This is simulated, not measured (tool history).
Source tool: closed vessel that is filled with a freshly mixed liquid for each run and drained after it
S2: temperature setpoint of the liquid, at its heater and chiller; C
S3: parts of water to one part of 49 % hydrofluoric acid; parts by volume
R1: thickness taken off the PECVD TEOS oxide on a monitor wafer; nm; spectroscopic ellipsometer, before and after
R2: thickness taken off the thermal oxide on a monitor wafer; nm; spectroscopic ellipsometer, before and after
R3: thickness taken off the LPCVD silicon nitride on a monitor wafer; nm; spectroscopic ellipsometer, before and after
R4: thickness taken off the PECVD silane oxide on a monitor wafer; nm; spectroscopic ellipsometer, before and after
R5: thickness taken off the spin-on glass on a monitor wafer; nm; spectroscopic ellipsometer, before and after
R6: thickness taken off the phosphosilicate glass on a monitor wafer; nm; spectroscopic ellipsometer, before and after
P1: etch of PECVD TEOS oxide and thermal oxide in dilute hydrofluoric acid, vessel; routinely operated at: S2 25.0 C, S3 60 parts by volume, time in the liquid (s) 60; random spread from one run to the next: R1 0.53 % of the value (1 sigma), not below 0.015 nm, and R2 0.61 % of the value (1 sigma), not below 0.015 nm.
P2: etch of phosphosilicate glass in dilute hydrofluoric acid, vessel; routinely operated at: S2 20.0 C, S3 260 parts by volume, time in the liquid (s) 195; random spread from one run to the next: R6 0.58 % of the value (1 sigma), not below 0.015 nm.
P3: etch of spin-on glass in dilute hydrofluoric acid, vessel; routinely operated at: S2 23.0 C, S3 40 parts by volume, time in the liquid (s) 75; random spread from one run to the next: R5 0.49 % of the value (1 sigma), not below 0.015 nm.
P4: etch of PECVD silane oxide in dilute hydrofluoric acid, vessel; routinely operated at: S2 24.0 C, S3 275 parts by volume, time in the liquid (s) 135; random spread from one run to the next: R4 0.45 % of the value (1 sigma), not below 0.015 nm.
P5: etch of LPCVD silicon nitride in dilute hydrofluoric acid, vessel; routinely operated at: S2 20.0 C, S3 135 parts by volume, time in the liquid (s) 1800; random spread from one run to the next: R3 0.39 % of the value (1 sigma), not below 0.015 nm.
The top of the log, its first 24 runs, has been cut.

run 25 day=10.458 | process_that_ran=P4 S2=24.0 S3=110 time_in_the_liquid_(s)=135 | R4=19.2680
run 26 day=10.962 | process_that_ran=P5 S2=27.0 S3=135 time_in_the_liquid_(s)=1800 | R3=7.9946
run 27 day=11.217 | process_that_ran=P1 S2=25.0 S3=60 time_in_the_liquid_(s)=60 | R1=20.3400 R2=4.6564
run 28 day=11.725 | process_that_ran=P5 S2=20.0 S3=200 time_in_the_liquid_(s)=1800 | R3=3.4664
run 29 day=12.054 | process_that_ran=P5 S2=20.0 S3=135 time_in_the_liquid_(s)=3555 | R3=10.0200
run 30 day=12.633 | process_that_ran=P1 S2=25.0 S3=60 time_in_the_liquid_(s)=60 | R1=20.3390 R2=4.7602
run 31 day=13.192 | process_that_ran=P1 S2=25.0 S3=60 time_in_the_liquid_(s)=60 | R1=20.1170 R2=4.6851
run 32 day=13.671 | process_that_ran=P2 S2=20.0 S3=260 time_in_the_liquid_(s)=335 | R6=73.724
run 33 day=13.942 | process_that_ran=P1 S2=25.0 S3=80 time_in_the_liquid_(s)=30 | R1=7.4215 R2=1.7394
run 34 day=14.508 | process_that_ran=P1 S2=25.0 S3=60 time_in_the_liquid_(s)=60 | R1=20.3470 R2=4.6979
run 35 day=15.050 | process_that_ran=P1 S2=25.0 S3=60 time_in_the_liquid_(s)=60 | R1=20.2040 R2=4.7147
run 36 day=15.462 | process_that_ran=P1 S2=25.0 S3=60 time_in_the_liquid_(s)=60 | R1=19.5820 R2=4.5725
run 37 day=15.788 | process_that_ran=P1 S2=25.0 S3=60 time_in_the_liquid_(s)=60 | R1=19.5060 R2=4.4510

Run 38 has not been measured yet. What should we expect?
run 38 day=16.292 | process_that_ran=P1 S2=25.0 S3=60 time_in_the_liquid_(s)=60 | R1=? R2=?

{"run 38": {"R1": 19.284, "R2": 4.4404}}
